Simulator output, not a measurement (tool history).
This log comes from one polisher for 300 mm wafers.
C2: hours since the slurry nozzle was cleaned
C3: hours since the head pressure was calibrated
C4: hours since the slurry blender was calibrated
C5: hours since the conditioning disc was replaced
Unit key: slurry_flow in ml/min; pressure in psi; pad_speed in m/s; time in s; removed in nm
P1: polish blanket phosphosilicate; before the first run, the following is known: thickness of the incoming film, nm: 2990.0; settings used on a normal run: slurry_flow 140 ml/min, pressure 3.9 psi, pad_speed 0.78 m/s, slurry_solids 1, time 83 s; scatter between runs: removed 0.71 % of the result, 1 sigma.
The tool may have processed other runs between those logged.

{"run": 1, "hour": 9.6, "slurry_flow": 140, "pressure": 3.9, "pad_speed": 0.78, "slurry_solids": 1, "time": 83, "wafers polished on this pad": 400, "C2": 677.7, "C3": 284.9, "C4": 107.1, "C5": 146.9, "removed": 625.36}
{"run": 2, "hour": 20.6, "slurry_flow": 180, "pressure": 3.9, "pad_speed": 0.78, "slurry_solids": 1, "time": 83, "wafers polished on this pad": 544, "C2": 688.7, "C3": 295.9, "C4": 118.1, "C5": 157.9, "removed": 651.87}
{"run": 3, "hour": 30.1, "slurry_flow": 140, "pressure": 3.9, "pad_speed": 0.78, "slurry_solids": 1.45, "time": 83, "wafers polished on this pad": 669, "C2": 698.2, "C3": 305.4, "C4": 127.6, "C5": 167.4, "removed": 721.05}
{"run": 4, "hour": 41.5, "slurry_flow": 140, "pressure": 3.9, "pad_speed": 0.48, "slurry_solids": 1, "time": 83, "wafers polished on this pad": 819, "C2": 709.6, "C3": 316.8, "C4": 139, "C5": 178.8, "removed": 419.72}
{"run": 5, "hour": 55.9, "slurry_flow": 140, "pressure": 3.9, "pad_speed": 0.78, "slurry_solids": 1, "time": 83, "wafers polished on this pad": 1008, "C2": 724, "C3": 331.2, "C4": 153.4, "C5": 193.2, "removed": 620.14}
{"run": 6, "hour": 65.4, "slurry_flow": 140, "pressure": 2.3, "pad_speed": 0.78, "slurry_solids": 1, "time": 83, "wafers polished on this pad": 1132, "C2": 733.5, "C3": 340.7, "C4": 162.9, "C5": 202.7, "removed": 369.82}
{"run": 7, "hour": 77.4, "slurry_flow": 85, "pressure": 2.6, "pad_speed": 0.78, "slurry_solids": 1, "time": 83, "wafers polished on this pad": 1290, "C2": 745.5, "C3": 352.7, "C4": 174.9, "C5": 214.7, "removed": 367.41}
{"run": 8, "hour": 91.8, "slurry_flow": 140, "pressure": 3.9, "pad_speed": 1.08, "slurry_solids": 1, "time": 83, "wafers polished on this pad": 1479, "C2": 759.9, "C3": 367.1, "C4": 189.3, "C5": 229.1, "removed": 807.87}
{"run": 9, "hour": 99.4, "slurry_flow": 140, "pressure": 3.9, "pad_speed": 0.78, "slurry_solids": 1, "time": 45, "wafers polished on this pad": 1579, "C2": 767.5, "C3": 374.7, "C4": 196.9, "C5": 236.7, "removed": 342.8}
{"run": 10, "hour": 111.0, "slurry_flow": 140, "pressure": 6, "pad_speed": 0.78, "slurry_solids": 1, "time": 83, "wafers polished on this pad": 1731, "C2": 779.1, "C3": 386.3, "C4": 208.5, "C5": 248.3, "removed": 954.06}
{"run": 11, "hour": 122.6, "slurry_flow": 140, "pressure": 3.9, "pad_speed": 0.78, "slurry_solids": 0.55, "time": 83, "wafers polished on this pad": 1883, "C2": 790.7, "C3": 397.9, "C4": 220.1, "C5": 259.9, "removed": 457.3}

What does the tool deliver on the next run?
{"run": 12, "hour": 131.6, "slurry_flow": 140, "pressure": 3.9, "pad_speed": 0.78, "slurry_solids": 1, "time": 83, "wafers polished on this pad": 2001, "C2": 799.7, "C3": 406.9, "C4": 229.1, "C5": 268.9, "removed": "?"}

removed: 623.8 nm
